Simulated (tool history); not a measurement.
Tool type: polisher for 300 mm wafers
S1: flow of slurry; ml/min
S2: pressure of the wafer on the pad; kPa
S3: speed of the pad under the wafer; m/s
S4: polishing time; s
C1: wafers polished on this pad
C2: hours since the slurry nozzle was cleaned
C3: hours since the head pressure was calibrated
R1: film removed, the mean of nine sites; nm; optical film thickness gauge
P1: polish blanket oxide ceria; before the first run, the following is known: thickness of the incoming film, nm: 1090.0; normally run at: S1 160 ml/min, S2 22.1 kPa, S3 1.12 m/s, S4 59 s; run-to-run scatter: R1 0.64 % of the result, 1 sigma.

Run 1, hour 12.4: S1 160 ml/min, S2 22.1 kPa, S3 1.12 m/s, S4 59 s; C1 1188; C2 557.8; C3 375.4. Result: R1 322.77 nm.
Run 2, hour 27.3: S1 160 ml/min, S2 27.6 kPa, S3 1.12 m/s, S4 59 s; C1 1344; C2 572.7; C3 390.3. Result: R1 400.40 nm.
Run 3, hour 35.8: S1 225 ml/min, S2 22.1 kPa, S3 1.12 m/s, S4 59 s; C1 1433; C2 581.2; C3 398.8. Result: R1 339.04 nm.
Run 4, hour 47.2: S1 160 ml/min, S2 22.1 kPa, S3 1.12 m/s, S4 59 s; C1 1552; C2 592.6; C3 410.2. Result: R1 324.82 nm.
Run 5, hour 59.0: S1 160 ml/min, S2 22.1 kPa, S3 1.12 m/s, S4 59 s; C1 1676; C2 604.4; C3 422.0. Result: R1 325.98 nm.
Run 6, hour 67.7: S1 160 ml/min, S2 22.1 kPa, S3 1.12 m/s, S4 27 s; C1 1767; C2 613.1; C3 430.7. Result: R1 147.68 nm.
Run 7, hour 80.0: S1 160 ml/min, S2 22.1 kPa, S3 1.12 m/s, S4 59 s; C1 1896; C2 625.4; C3 443.0. Result: R1 324.34 nm.
Run 8, hour 89.2: S1 105 ml/min, S2 22.1 kPa, S3 1.12 m/s, S4 59 s; C1 1993; C2 634.6; C3 452.2. Result: R1 300.65 nm.
Run 9, hour 98.1: S1 160 ml/min, S2 22.1 kPa, S3 1.12 m/s, S4 78 s; C1 2086; C2 643.5; C3 461.1. Result: R1 429.89 nm.
Run 10, hour 106.7: S1 160 ml/min, S2 31.7 kPa, S3 1.62 m/s, S4 59 s; C1 2177; C2 652.1; C3 469.7. Result: R1 680.44 nm.
Run 11, hour 121.4: S1 160 ml/min, S2 22.1 kPa, S3 1.74 m/s, S4 59 s; C1 2331; C2 666.8; C3 484.4. Result: R1 507.43 nm.
Run 12, hour 132.3: S1 160 ml/min, S2 22.1 kPa, S3 1.12 m/s, S4 59 s; C1 2445; C2 677.7; C3 495.3. Result: R1 324.44 nm.
Run 13, hour 146.7: S1 160 ml/min, S2 22.1 kPa, S3 0.50 m/s, S4 59 s; C1 2596; C2 692.1; C3 509.7. Result: R1 144.01 nm.
Run 14, hour 157.1: S1 160 ml/min, S2 14.5 kPa, S3 1.12 m/s, S4 59 s; C1 2705; C2 702.5; C3 520.1. Result: R1 214.18 nm.
Run 15, hour 171.1: S1 160 ml/min, S2 22.1 kPa, S3 1.12 m/s, S4 59 s; C1 2852; C2 716.5; C3 534.1. Result: R1 323.07 nm.
Run 16, hour 186.7: S1 160 ml/min, S2 22.1 kPa, S3 1.12 m/s, S4 59 s; C1 3016; C2 732.1; C3 549.7. Result: R1 306.46 nm.
Run 17, hour 201.5: S1 160 ml/min, S2 22.1 kPa, S3 1.12 m/s, S4 59 s; C1 3171; C2 746.9; C3 564.5. Result: R1 304.11 nm.
At hour 205.1: head pressure recalibrated.
Run 18, hour 213.7: S1 160 ml/min, S2 22.1 kPa, S3 1.12 m/s, S4 59 s; C1 3299; C2 759.1; C3 8.7. Result: R1 301.61 nm.
Run 19, hour 227.1: S1 160 ml/min, S2 22.1 kPa, S3 1.12 m/s, S4 59 s; C1 3439; C2 772.5; C3 22.1. Result: R1 298.11 nm.
Run 20, hour 238.7: S1 160 ml/min, S2 22.1 kPa, S3 1.12 m/s, S4 59 s; C1 3561; C2 784.1; C3 33.7. Result: R1 298.47 nm.
Run 21, hour 249.2: S1 160 ml/min, S2 22.1 kPa, S3 1.12 m/s, S4 59 s; C1 3671; C2 794.6; C3 44.2. Result: R1 297.91 nm.

The output of P1 has drifted from where it used to be. Each of the 2 causes below, taken at the size shown beside it, accounts for the log equally well:
A: removal rate lost through wear of the pad, % = 7.89
B: slurry flow missing at the pad, % = 33.9
The drift started at roughly hour 171.1.
Excluded causes, each with its reason:
head's pressure below its setpoint, %: work on it at hour 205.1, done after the drift set in, did not restore what the process gave before

Each of the check runs listed below is run on 5 wafers and reports their average, with the results left as question marks. Pick the one under which the possible causes would lead to clearly different results.
Run check 1, hour 259.7: S1 160 ml/min, S2 22.1 kPa, S3 0.58 m/s, S4 59 s. Result: R1 ?.
Run check 2, hour 259.7: S1 160 ml/min, S2 22.1 kPa, S3 0.74 m/s, S4 59 s. Result: R1 ?.
Run check 3, hour 259.7: S1 120 ml/min, S2 22.1 kPa, S3 1.12 m/s, S4 44 s. Result: R1 ?.
Run check 4, hour 259.7: S1 160 ml/min, S2 27.6 kPa, S3 1.12 m/s, S4 29 s. Result: R1 ?.

How each check would come out, cause by cause:
  check  result    if A    if B
check 1      R1  154.19  154.22
check 2      R1  196.73  196.77
check 3      R1  210.46  205.49
check 4      R1  182.94  182.98
Separation of the two closest causes in each check, using whichever result separates them best: check 1 0.02 %; check 2 0.02 %; check 3 2.39 %; check 4 0.02 %
Of the check runs offered, only check 3 discriminates between the causes; the rest would read about the same regardless of which cause applies.

With check 3 done, the readings were: R1 205.83 nm. Identify which of the listed causes applies.

It is B: slurry flow missing at the pad, %.
